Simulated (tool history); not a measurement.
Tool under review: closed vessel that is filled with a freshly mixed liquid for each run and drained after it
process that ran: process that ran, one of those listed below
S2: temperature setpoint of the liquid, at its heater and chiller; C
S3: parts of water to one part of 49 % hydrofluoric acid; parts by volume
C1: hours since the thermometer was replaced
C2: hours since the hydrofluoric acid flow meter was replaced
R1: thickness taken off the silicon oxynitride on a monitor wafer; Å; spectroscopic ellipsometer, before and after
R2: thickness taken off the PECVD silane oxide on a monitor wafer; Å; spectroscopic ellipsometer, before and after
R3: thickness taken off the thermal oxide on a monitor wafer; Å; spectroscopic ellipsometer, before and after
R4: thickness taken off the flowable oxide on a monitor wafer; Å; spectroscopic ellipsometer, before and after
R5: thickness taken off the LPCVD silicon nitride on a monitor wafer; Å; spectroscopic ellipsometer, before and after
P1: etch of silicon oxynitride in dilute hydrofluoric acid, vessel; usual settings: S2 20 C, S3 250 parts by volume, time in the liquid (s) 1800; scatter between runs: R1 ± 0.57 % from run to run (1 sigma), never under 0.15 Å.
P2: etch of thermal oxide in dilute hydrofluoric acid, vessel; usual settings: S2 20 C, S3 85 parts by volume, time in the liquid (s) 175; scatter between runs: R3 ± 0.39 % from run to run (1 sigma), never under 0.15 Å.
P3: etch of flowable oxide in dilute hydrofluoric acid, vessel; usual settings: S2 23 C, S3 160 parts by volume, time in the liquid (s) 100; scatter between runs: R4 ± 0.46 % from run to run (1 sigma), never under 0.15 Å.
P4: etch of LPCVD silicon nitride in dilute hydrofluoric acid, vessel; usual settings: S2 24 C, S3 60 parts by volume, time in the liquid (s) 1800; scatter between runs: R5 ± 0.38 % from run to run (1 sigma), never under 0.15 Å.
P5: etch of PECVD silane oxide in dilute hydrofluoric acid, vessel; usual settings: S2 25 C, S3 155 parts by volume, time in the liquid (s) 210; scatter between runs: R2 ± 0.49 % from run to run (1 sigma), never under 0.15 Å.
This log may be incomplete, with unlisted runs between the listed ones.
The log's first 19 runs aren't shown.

{"run": 20, "day": 8.271, "process that ran": "P1", "S2": 17, "S3": 250, "time in the liquid (s)": 1800, "C1": 537.7, "C2": 1336.1, "R1": 107.28}
{"run": 21, "day": 8.675, "process that ran": "P3", "S2": 17, "S3": 160, "time in the liquid (s)": 100, "C1": 547.4, "C2": 1345.8, "R4": 113.99}
{"run": 22, "day": 9.067, "process that ran": "P4", "S2": 24, "S3": 60, "time in the liquid (s)": 1800, "C1": 556.8, "C2": 1355.2, "R5": 148.84}
{"run": 23, "day": 9.317, "process that ran": "P5", "S2": 25, "S3": 80, "time in the liquid (s)": 210, "C1": 562.8, "C2": 1361.2, "R2": 762.3}
{"run": 24, "day": 9.862, "process that ran": "P1", "S2": 20, "S3": 375, "time in the liquid (s)": 1800, "C1": 575.9, "C2": 1374.3, "R1": 76.487}
{"run": 25, "day": 10.246, "process that ran": "P1", "S2": 20, "S3": 135, "time in the liquid (s)": 1800, "C1": 585.1, "C2": 1383.5, "R1": 245.47}
{"run": 26, "day": 10.733, "process that ran": "P3", "S2": 23, "S3": 160, "time in the liquid (s)": 195, "C1": 596.8, "C2": 1395.2, "R4": 282.06}
{"run": 27, "day": 11.15, "process that ran": "P1", "S2": 20, "S3": 250, "time in the liquid (s)": 3305, "C1": 606.8, "C2": 1405.2, "R1": 226.52}
{"run": 28, "day": 11.588, "process that ran": "P5", "S2": 25, "S3": 155, "time in the liquid (s)": 210, "C1": 617.3, "C2": 1415.7, "R2": 362.25}
{"run": 29, "day": 12.025, "process that ran": "P4", "S2": 24, "S3": 20, "time in the liquid (s)": 1800, "C1": 627.8, "C2": 1426.2, "R5": 437.01}
{"run": 30, "day": 12.446, "process that ran": "P2", "S2": 20, "S3": 85, "time in the liquid (s)": 345, "C1": 637.9, "C2": 1436.3, "R3": 160}
{"run": 31, "day": 12.838, "process that ran": "P1", "S2": 20, "S3": 250, "time in the liquid (s)": 1800, "C1": 647.3, "C2": 1445.7, "R1": 123.17}
{"run": 32, "day": 13.125, "process that ran": "P1", "S2": 20, "S3": 250, "time in the liquid (s)": 1800, "C1": 654.2, "C2": 1452.6, "R1": 126.1}

The next listed run, before its measurement:
{"run": 33, "day": 13.4, "process that ran": "P1", "S2": 20, "S3": 250, "time in the liquid (s)": 1800, "C1": 660.8, "C2": 1459.2, "R1": "?"}

{"run 33": {"R1": 127.97}}

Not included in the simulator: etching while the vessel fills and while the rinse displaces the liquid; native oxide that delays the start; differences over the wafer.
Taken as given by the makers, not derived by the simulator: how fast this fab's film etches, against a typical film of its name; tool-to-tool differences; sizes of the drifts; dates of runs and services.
